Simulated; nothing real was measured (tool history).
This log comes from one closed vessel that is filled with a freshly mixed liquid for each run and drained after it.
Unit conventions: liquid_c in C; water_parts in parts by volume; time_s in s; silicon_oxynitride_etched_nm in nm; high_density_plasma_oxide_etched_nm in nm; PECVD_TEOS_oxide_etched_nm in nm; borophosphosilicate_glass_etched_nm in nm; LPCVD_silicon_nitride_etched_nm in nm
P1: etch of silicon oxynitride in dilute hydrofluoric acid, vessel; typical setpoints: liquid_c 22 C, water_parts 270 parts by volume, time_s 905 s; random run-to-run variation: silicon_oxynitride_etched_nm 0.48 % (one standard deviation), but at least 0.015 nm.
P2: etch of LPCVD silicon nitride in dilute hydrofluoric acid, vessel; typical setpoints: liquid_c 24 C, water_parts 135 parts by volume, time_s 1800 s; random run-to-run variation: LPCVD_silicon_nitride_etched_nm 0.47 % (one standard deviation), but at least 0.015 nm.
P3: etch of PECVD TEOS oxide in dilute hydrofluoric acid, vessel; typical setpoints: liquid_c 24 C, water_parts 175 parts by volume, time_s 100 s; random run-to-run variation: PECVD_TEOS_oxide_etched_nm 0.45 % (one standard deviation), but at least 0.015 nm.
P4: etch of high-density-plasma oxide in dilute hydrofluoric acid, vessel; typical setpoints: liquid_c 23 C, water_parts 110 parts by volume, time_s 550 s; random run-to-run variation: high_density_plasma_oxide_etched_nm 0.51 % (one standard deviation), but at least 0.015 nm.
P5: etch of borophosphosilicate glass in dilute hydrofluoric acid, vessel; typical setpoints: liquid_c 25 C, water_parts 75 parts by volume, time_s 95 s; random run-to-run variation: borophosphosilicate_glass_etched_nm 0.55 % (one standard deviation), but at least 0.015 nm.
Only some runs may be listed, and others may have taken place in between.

run	hour	process	liquid_c	water_parts	time_s	hours since the thermometer was replaced	hours since the hydrofluoric acid flow meter was replaced	silicon_oxynitride_etched_nm	high_density_plasma_oxide_etched_nm	PECVD_TEOS_oxide_etched_nm	borophosphosilicate_glass_etched_nm	LPCVD_silicon_nitride_etched_nm
1	15.4	P1	22	270	905	529.9	1087.1	9.7553				
2	26.1	P4	23	110	550	540.6	1097.8		28.226			
3	42.2	P1	22	270	905	556.7	1113.9	9.7482				
4	59.7	P1	18	270	55	574.2	1131.4	0.45344				
5	70.1	P3	24	70	100	584.6	1141.8			21.644		
6	85.8	P1	22	425	1260	600.3	1157.5	7.7796				
7	101.5	P1	26	270	905	616	1173.2	11.686				
8	117.8	P1	22	420	905	632.3	1189.5	5.7039				
9	126.6	P1	22	65	905	641.1	1198.3	47.105				
10	141.6	P5	25	120	95	656.1	1213.3				31.284	
11	159.4	P1	22	270	905	673.9	1231.1	9.8718				
12	168.8	P5	32	75	95	683.3	1240.5				69.354	
13	183	P2	24	210	1800	697.5	1254.7					4.7028
14	194.1	P4	23	165	550	708.6	1265.8		17.42			
15	206.8	P3	24	175	100	721.3	1278.5			7.5236		
16	221.9	P4	19	110	550	736.4	1293.6		23.844			
17	233	P2	24	135	3100	747.5	1304.7					12.445
18	243	P3	27.5	175	100	757.5	1314.7			8.7069		
19	259.8	P3	24	175	155	774.3	1331.5			11.852		
20	270.8	P1	22	270	905	785.3	1342.5	9.7743				
21	287.5	P5	25	75	95	802	1359.2				53.321	
22	295.9	P2	20	135	1800	810.4	1367.6					5.554
23	304.4	P4	23	110	950	818.9	1376.1		48.025			
24	315.6	P1	17	270	905	830.1	1387.3	7.7327				
25	325.3	P1	22	270	1600	839.8	1397	17.29				
26	338	P5	25	75	185	852.5	1409.7				103.73	
# hour 347.6: thermometer replaced
27	353.8	P2	24	135	1800	6.3	1425.5					7.3083
28	368.8	P5	25	75	95	21.3	1440.5				53.275	
29	384.9	P1	22	270	475	37.4	1456.6	5.105				
30	402.3	P1	22	270	905	54.8	1474	9.7683				
31	415.6	P1	22	270	905	68.1	1487.3	10.029				
32	427	P1	22	270	905	79.5	1498.7	10.142				
33	444.3	P1	22	270	905	96.8	1516	10.31				
34	456.6	P1	22	270	905	109.1	1528.3	10.299				
35	474.3	P1	22	270	905	126.8	1546	10.356				
36	484.9	P1	22	270	905	137.4	1556.6	10.381				
37	499.8	P1	22	270	905	152.3	1571.5	10.432				
38	518	P1	22	270	905	170.5	1589.7	10.479				

The output of P1 has drifted from where it used to be. Each of the 2 causes below, taken at the size shown beside it, accounts for the log equally well:
A: liquid hotter than its thermometer reads (K) = 1.65
B: hydrofluoric acid flow above the setpoint (%) = 6.31
At approximately hour 402.3, the process output began to creep.

Each of the 4 check runs below uses one wafer; its results are left as question marks. Which run tells the causes apart?
check 1	536.2	P3	24	110	100					?		
check 2	536.2	P5	25	110	170						?	
check 3	536.2	P4	23	110	895				?			
check 4	536.2	P2	24	200	2800							?

What every check run would give for each of its results, assuming each possible cause in turn:
check	result	if A	if B
check 1	PECVD_TEOS_oxide_etched_nm	13.931	13.997
check 2	borophosphosilicate_glass_etched_nm	66.133	66.499
check 3	high_density_plasma_oxide_etched_nm	48.56	48.752
check 4	LPCVD_silicon_nitride_etched_nm	8.5261	8.1673
How far apart the two closest causes lie, in the result that separates them most: check 1 0.47 %; check 2 0.55 %; check 3 0.4 %; check 4 4.3 %
Only in check 4 would the causes give clearly different results; in the remaining checks their results would be nearly the same.

With check 4 done, the readings were: LPCVD_silicon_nitride_etched_nm 8.1336 nm. Identify which of the listed causes applies.

B is the cause: hydrofluoric acid flow above the setpoint (%).
